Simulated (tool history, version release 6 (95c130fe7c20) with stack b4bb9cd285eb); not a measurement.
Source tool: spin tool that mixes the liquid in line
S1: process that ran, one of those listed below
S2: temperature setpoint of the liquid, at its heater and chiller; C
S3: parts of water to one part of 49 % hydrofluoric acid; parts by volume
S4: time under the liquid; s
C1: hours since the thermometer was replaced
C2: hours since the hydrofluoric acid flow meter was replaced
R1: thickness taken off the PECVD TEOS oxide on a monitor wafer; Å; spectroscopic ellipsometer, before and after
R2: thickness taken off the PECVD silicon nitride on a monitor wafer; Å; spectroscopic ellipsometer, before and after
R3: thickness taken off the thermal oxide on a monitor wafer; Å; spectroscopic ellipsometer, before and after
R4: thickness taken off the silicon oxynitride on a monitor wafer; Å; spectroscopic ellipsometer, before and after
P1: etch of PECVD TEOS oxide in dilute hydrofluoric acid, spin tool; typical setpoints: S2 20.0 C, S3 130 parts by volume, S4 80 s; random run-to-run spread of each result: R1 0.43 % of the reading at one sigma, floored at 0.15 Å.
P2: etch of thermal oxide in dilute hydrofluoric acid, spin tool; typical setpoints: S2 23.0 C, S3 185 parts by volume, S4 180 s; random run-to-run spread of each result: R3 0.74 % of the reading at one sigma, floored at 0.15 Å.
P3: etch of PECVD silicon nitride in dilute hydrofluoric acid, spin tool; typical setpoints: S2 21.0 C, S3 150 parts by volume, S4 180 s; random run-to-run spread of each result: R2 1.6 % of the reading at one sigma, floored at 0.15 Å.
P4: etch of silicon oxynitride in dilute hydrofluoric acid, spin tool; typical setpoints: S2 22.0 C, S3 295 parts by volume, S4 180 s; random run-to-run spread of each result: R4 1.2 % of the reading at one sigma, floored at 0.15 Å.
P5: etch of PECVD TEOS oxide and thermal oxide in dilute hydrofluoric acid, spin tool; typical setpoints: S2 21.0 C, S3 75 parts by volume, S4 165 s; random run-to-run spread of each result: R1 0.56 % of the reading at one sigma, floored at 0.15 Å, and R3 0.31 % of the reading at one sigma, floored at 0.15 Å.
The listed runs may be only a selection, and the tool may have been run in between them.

Run 1, hour 9.5: S1 P1, S2 20.0 C, S3 130 parts by volume, S4 80 s; C1 205.5; C2 780.7. Result: R1 93.594 Å.
Run 2, hour 18.9: S1 P3, S2 17.0 C, S3 150 parts by volume, S4 180 s; C1 214.9; C2 790.1. Result: R2 13.2760 Å.
Run 3, hour 25.5: S1 P5, S2 21.0 C, S3 75 parts by volume, S4 320 s; C1 221.5; C2 796.7. Result: R1 453.110 Å, R3 188.050 Å.
Run 4, hour 32.1: S1 P2, S2 23.0 C, S3 185 parts by volume, S4 75 s; C1 228.1; C2 803.3. Result: R3 16.001 Å.
Run 5, hour 41.5: S1 P5, S2 29.0 C, S3 75 parts by volume, S4 165 s; C1 237.5; C2 812.7. Result: R1 321.390 Å, R3 133.590 Å.
Run 6, hour 48.1: S1 P2, S2 17.0 C, S3 185 parts by volume, S4 180 s; C1 244.1; C2 819.3. Result: R3 30.629 Å.
Run 7, hour 55.4: S1 P4, S2 22.0 C, S3 45 parts by volume, S4 180 s; C1 251.4; C2 826.6. Result: R4 149.1000 Å.
Run 8, hour 66.2: S1 P4, S2 22.0 C, S3 295 parts by volume, S4 180 s; C1 262.2; C2 837.4. Result: R4 18.3340 Å.
Run 9, hour 71.7: S1 P3, S2 21.0 C, S3 90 parts by volume, S4 180 s; C1 267.7; C2 842.9. Result: R2 27.1810 Å.
Run 10, hour 79.8: S1 P2, S2 23.0 C, S3 250 parts by volume, S4 180 s; C1 275.8; C2 851.0. Result: R3 26.647 Å.
Run 11, hour 90.2: S1 P1, S2 20.0 C, S3 130 parts by volume, S4 80 s; C1 286.2; C2 861.4. Result: R1 92.880 Å.
Run 12, hour 98.8: S1 P5, S2 21.0 C, S3 75 parts by volume, S4 165 s; C1 294.8; C2 870.0. Result: R1 233.550 Å, R3 96.991 Å.
Run 13, hour 105.6: S1 P3, S2 21.0 C, S3 150 parts by volume, S4 30 s; C1 301.6; C2 876.8. Result: R2 2.8217 Å.
Run 14, hour 113.7: S1 P1, S2 20.0 C, S3 130 parts by volume, S4 80 s; C1 309.7; C2 884.9. Result: R1 93.846 Å.
Run 15, hour 123.2: S1 P5, S2 21.0 C, S3 75 parts by volume, S4 165 s; C1 319.2; C2 894.4. Result: R1 233.100 Å, R3 97.576 Å.
Run 16, hour 132.4: S1 P1, S2 20.0 C, S3 130 parts by volume, S4 80 s; C1 328.4; C2 903.6. Result: R1 93.416 Å.
Run 17, hour 140.2: S1 P3, S2 21.0 C, S3 150 parts by volume, S4 180 s; C1 336.2; C2 911.4. Result: R2 16.6750 Å.
Run 18, hour 146.3: S1 P3, S2 21.0 C, S3 150 parts by volume, S4 180 s; C1 342.3; C2 917.5. Result: R2 16.4950 Å.
Run 19, hour 152.1: S1 P1, S2 20.0 C, S3 130 parts by volume, S4 120 s; C1 348.1; C2 923.3. Result: R1 140.470 Å.
Run 20, hour 160.2: S1 P4, S2 22.0 C, S3 295 parts by volume, S4 180 s; C1 356.2; C2 931.4. Result: R4 18.9780 Å.
Run 21, hour 168.4: S1 P1, S2 20.0 C, S3 130 parts by volume, S4 80 s; C1 364.4; C2 939.6. Result: R1 92.831 Å.
Run 22, hour 180.1: S1 P1, S2 26.5 C, S3 130 parts by volume, S4 80 s; C1 376.1; C2 951.3. Result: R1 120.320 Å.
Run 23, hour 189.4: S1 P1, S2 27.5 C, S3 130 parts by volume, S4 150 s; C1 385.4; C2 960.6. Result: R1 233.300 Å.
Run 24, hour 202.0: S1 P2, S2 23.0 C, S3 185 parts by volume, S4 180 s; C1 398.0; C2 973.2. Result: R3 37.957 Å.
Run 25, hour 209.4: S1 P1, S2 17.0 C, S3 130 parts by volume, S4 80 s; C1 405.4; C2 980.6. Result: R1 82.864 Å.
Run 26, hour 219.6: S1 P1, S2 20.0 C, S3 130 parts by volume, S4 15 s; C1 415.6; C2 990.8. Result: R1 17.636 Å.
Run 27, hour 225.4: S1 P4, S2 22.0 C, S3 295 parts by volume, S4 15 s; C1 421.4; C2 996.6. Result: R4 1.7105 Å.
Run 28, hour 235.4: S1 P1, S2 20.0 C, S3 45 parts by volume, S4 80 s; C1 431.4; C2 1006.6. Result: R1 298.730 Å.
Run 29, hour 245.0: S1 P5, S2 21.0 C, S3 130 parts by volume, S4 165 s; C1 441.0; C2 1016.2. Result: R1 128.610 Å, R3 52.951 Å.
Run 30, hour 255.5: S1 P4, S2 26.5 C, S3 295 parts by volume, S4 180 s; C1 451.5; C2 1026.7. Result: R4 22.9370 Å.
Run 31, hour 264.6: S1 P2, S2 23.0 C, S3 185 parts by volume, S4 180 s; C1 460.6; C2 1035.8. Result: R3 38.362 Å.
Run 32, hour 271.8: S1 P1, S2 20.0 C, S3 180 parts by volume, S4 80 s; C1 467.8; C2 1043.0. Result: R1 63.816 Å.
Run 33, hour 279.5: S1 P1, S2 20.0 C, S3 130 parts by volume, S4 80 s; C1 475.5; C2 1050.7. Result: R1 93.651 Å.
Run 34, hour 285.7: S1 P1, S2 20.0 C, S3 130 parts by volume, S4 80 s; C1 481.7; C2 1056.9. Result: R1 96.233 Å.
Run 35, hour 296.5: S1 P1, S2 20.0 C, S3 130 parts by volume, S4 80 s; C1 492.5; C2 1067.7. Result: R1 99.253 Å.
Run 36, hour 303.3: S1 P1, S2 20.0 C, S3 130 parts by volume, S4 80 s; C1 499.3; C2 1074.5. Result: R1 100.550 Å.
Run 37, hour 314.3: S1 P1, S2 20.0 C, S3 130 parts by volume, S4 80 s; C1 510.3; C2 1085.5. Result: R1 101.450 Å.
Run 38, hour 326.3: S1 P1, S2 20.0 C, S3 130 parts by volume, S4 80 s; C1 522.3; C2 1097.5. Result: R1 103.010 Å.
Run 39, hour 337.9: S1 P1, S2 20.0 C, S3 130 parts by volume, S4 80 s; C1 533.9; C2 1109.1. Result: R1 101.880 Å.
Run 40, hour 343.6: S1 P1, S2 20.0 C, S3 130 parts by volume, S4 80 s; C1 539.6; C2 1114.8. Result: R1 102.110 Å.
Run 41, hour 353.3: S1 P1, S2 20.0 C, S3 130 parts by volume, S4 80 s; C1 549.3; C2 1124.5. Result: R1 102.750 Å.

Something has made what P1 gives creep away from where it was; the 2 causes below, each at its own stated size, fit the log equally well:
A: hydrofluoric acid flow above the setpoint (%) = 8.42
B: liquid hotter than its thermometer reads (K) = 2.31
Onset of the creep was near hour 279.5.

4 check runs are offered, each on 5 wafers whose results are averaged, their results left as question marks. Which one tells the causes apart?
Run check 1, hour 363.0: S1 P2, S2 17.0 C, S3 185 parts by volume, S4 180 s. Result: R3 ?.
Run check 2, hour 363.0: S1 P5, S2 27.0 C, S3 75 parts by volume, S4 295 s. Result: R1 ?, R3 ?.
Run check 3, hour 363.0: S1 P4, S2 22.0 C, S3 150 parts by volume, S4 45 s. Result: R4 ?.
Run check 4, hour 363.0: S1 P3, S2 17.0 C, S3 150 parts by volume, S4 105 s. Result: R2 ?.

Predicted outcomes, by check and by cause:
  check  result     if A     if B
check 1      R3   33.518   33.432
check 2      R1  583.450  584.140
check 2      R3  241.760  242.050
check 3      R4  11.3170  11.5150
check 4      R2   8.0236   8.6820
Per check, the gap between the least separated pair of causes, taken in the result that splits them most: check 1 0.26 %; check 2 0.12 %; check 3 1.73 %; check 4 7.89 %
The other checks would show nearly matching results whichever cause is true, so check 4 is the only one that separates the causes.

Running check 4 produced the following: R2 8.1277 Å. Which one of the listed causes fits?

The correct cause is A, namely: hydrofluoric acid flow above the setpoint (%).
